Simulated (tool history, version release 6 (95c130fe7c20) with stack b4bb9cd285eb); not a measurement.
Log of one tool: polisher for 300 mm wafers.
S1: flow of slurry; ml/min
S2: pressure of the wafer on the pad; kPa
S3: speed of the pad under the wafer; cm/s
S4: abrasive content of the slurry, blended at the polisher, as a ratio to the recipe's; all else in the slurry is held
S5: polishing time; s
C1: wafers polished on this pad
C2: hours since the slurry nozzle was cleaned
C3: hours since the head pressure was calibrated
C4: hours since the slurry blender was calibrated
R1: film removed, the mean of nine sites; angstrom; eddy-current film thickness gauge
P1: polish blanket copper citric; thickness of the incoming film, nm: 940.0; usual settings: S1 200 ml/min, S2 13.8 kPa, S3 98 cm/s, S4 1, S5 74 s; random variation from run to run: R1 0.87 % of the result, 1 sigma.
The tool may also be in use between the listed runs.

| run | hour | S1 | S2 | S3 | S4 | S5 | C1 | C2 | C3 | C4 | R1 |
|---|---|---|---|---|---|---|---|---|---|---|---|
| 1 | 14.9 | 200 | 13.8 | 98 | 1 | 74 | 1067 | 185.6 | 132.4 | 71.9 | 1120.2 |
|  | 23.4 | worn pad replaced by a new one |
| 2 | 25.8 | 200 | 10.3 | 138 | 1 | 74 | 26 | 196.5 | 143.3 | 82.8 | 1168.5 |
| 3 | 36.4 | 200 | 13.8 | 98 | 1 | 74 | 137 | 207.1 | 153.9 | 93.4 | 1106.3 |
| 4 | 50.8 | 275 | 13.8 | 98 | 1 | 74 | 289 | 221.5 | 168.3 | 107.8 | 1170.1 |
| 5 | 60 | 200 | 13.8 | 130 | 1 | 74 | 386 | 230.7 | 177.5 | 117 | 1509.9 |
| 6 | 70.6 | 200 | 13.8 | 98 | 0.75 | 74 | 497 | 241.3 | 188.1 | 127.6 | 1049.5 |
| 7 | 84.9 | 200 | 9.7 | 98 | 1 | 74 | 648 | 255.6 | 202.4 | 141.9 | 804.89 |
| 8 | 94 | 200 | 13.8 | 56 | 1 | 74 | 744 | 264.7 | 211.5 | 151 | 664.11 |
| 9 | 103.6 | 200 | 13.8 | 98 | 1 | 93 | 845 | 274.3 | 221.1 | 160.6 | 1406.9 |
| 10 | 117.3 | 200 | 13.8 | 98 | 1 | 74 | 989 | 288 | 234.8 | 174.3 | 1111.3 |
| 11 | 128.4 | 200 | 13.8 | 98 | 1 | 74 | 1106 | 299.1 | 245.9 | 185.4 | 1136.5 |
| 12 | 136.7 | 200 | 19.3 | 98 | 1 | 74 | 1194 | 307.4 | 254.2 | 193.7 | 1567 |
| 13 | 148.4 | 200 | 13.8 | 98 | 1 | 50 | 1317 | 319.1 | 265.9 | 205.4 | 762.33 |
| 14 | 158.4 | 200 | 13.8 | 98 | 1.35 | 74 | 1422 | 329.1 | 275.9 | 215.4 | 1206.5 |
|  | 160.6 | slurry nozzle cleaned |
| 15 | 167.7 | 120 | 13.8 | 98 | 1 | 74 | 1520 | 7.1 | 285.2 | 224.7 | 1028.3 |
| 16 | 175.1 | 200 | 13.8 | 136 | 1.45 | 74 | 1598 | 14.5 | 292.6 | 232.1 | 1670.7 |
| 17 | 188.3 | 200 | 13.8 | 98 | 1 | 74 | 1737 | 27.7 | 305.8 | 245.3 | 1124.5 |
| 18 | 203.7 | 200 | 13.8 | 98 | 1 | 74 | 1899 | 43.1 | 321.2 | 260.7 | 1091.2 |
| 19 | 218.1 | 200 | 13.8 | 98 | 1 | 74 | 2051 | 57.5 | 335.6 | 275.1 | 1080.2 |
|  | 229.9 | head pressure recalibrated |
| 20 | 235.1 | 200 | 13.8 | 98 | 1 | 74 | 2230 | 74.5 | 5.3 | 292.1 | 1067 |
| 21 | 248.5 | 200 | 13.8 | 98 | 1 | 74 | 2371 | 87.9 | 18.7 | 305.5 | 1076 |
| 22 | 256.3 | 200 | 13.8 | 98 | 1 | 74 | 2453 | 95.7 | 26.5 | 313.3 | 1059.3 |

Run 23 comes next. What will it give?
|  | 257.5 | worn pad replaced by a new one |
| 23 | 264.7 | 200 | 13.8 | 98 | 1 | 74 | 76 | 104.1 | 34.9 | 321.7 | ? |

Run 23 gave R1 1049.4 angstrom.

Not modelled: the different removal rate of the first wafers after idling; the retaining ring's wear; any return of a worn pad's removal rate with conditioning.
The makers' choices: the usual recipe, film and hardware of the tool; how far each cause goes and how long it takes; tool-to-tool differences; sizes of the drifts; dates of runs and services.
